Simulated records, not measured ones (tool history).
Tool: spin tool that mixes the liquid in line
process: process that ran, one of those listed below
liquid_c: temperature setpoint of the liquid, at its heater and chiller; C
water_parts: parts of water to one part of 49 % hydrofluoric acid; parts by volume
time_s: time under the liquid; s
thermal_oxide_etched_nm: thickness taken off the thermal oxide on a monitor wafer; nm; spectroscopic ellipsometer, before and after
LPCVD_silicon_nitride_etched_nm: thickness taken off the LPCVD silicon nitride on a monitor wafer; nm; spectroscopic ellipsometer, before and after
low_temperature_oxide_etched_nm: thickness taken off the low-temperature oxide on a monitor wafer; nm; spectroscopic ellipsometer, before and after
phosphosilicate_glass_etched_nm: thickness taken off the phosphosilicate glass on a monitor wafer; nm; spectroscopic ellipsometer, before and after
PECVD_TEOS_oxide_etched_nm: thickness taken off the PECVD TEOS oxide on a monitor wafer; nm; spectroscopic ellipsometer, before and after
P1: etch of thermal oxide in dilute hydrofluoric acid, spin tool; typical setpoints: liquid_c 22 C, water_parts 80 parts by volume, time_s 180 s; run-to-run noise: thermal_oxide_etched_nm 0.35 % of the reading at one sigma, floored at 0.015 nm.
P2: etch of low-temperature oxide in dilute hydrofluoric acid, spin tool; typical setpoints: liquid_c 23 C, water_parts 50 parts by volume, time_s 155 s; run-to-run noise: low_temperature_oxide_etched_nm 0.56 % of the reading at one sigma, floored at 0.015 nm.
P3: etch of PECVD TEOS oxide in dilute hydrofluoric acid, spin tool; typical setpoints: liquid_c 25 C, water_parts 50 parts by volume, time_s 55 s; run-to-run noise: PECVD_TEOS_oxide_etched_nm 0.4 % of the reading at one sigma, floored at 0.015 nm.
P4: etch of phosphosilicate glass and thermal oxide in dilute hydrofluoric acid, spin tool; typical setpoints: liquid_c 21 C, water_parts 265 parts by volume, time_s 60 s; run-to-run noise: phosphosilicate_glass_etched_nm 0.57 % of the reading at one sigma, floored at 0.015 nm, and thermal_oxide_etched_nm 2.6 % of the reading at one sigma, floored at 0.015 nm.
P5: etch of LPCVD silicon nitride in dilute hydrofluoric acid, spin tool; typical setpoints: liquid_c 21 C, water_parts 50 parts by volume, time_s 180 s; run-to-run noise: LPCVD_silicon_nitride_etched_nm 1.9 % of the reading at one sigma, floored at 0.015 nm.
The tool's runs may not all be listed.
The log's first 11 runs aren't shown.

run	hour	process	liquid_c	water_parts	time_s	hours since the thermometer was replaced	hours since the hydrofluoric acid flow meter was replaced	thermal_oxide_etched_nm	LPCVD_silicon_nitride_etched_nm	low_temperature_oxide_etched_nm	phosphosilicate_glass_etched_nm	PECVD_TEOS_oxide_etched_nm
12	91.7	P4	21	60	60	227.4	711.6	4.5385			83.144	
13	96.8	P1	17	40	180	232.5	716.7	15.95				
14	106.9	P5	21	50	180	242.6	726.8		1.5138			
15	114.2	P1	22	115	180	249.9	734.1	6.2612				
16	124.1	P1	28	80	180	259.8	744	11.966				
17	130.3	P2	23	75	155	266	750.2			30.176		
18	136.1	P1	22	80	180	271.8	756	9.4536				
19	141.1	P2	23	50	230	276.8	761			68.898		
20	149.5	P2	29	50	155	285.2	769.4			59.684		
21	156.8	P1	17	80	180	292.5	776.7	7.6248				
22	165.4	P1	17	115	180	301.1	785.3	5.1292				
23	170.4	P1	22	80	180	306.1	790.3	9.3541				
24	175.9	P4	21	265	60	311.6	795.8	0.84129			15.084	

Run 25 comes next. What will it give?
25	183.2	P3	25	85	55	318.9	803.1					?

For run 25 the tool returned PECVD_TEOS_oxide_etched_nm 14.995 nm.

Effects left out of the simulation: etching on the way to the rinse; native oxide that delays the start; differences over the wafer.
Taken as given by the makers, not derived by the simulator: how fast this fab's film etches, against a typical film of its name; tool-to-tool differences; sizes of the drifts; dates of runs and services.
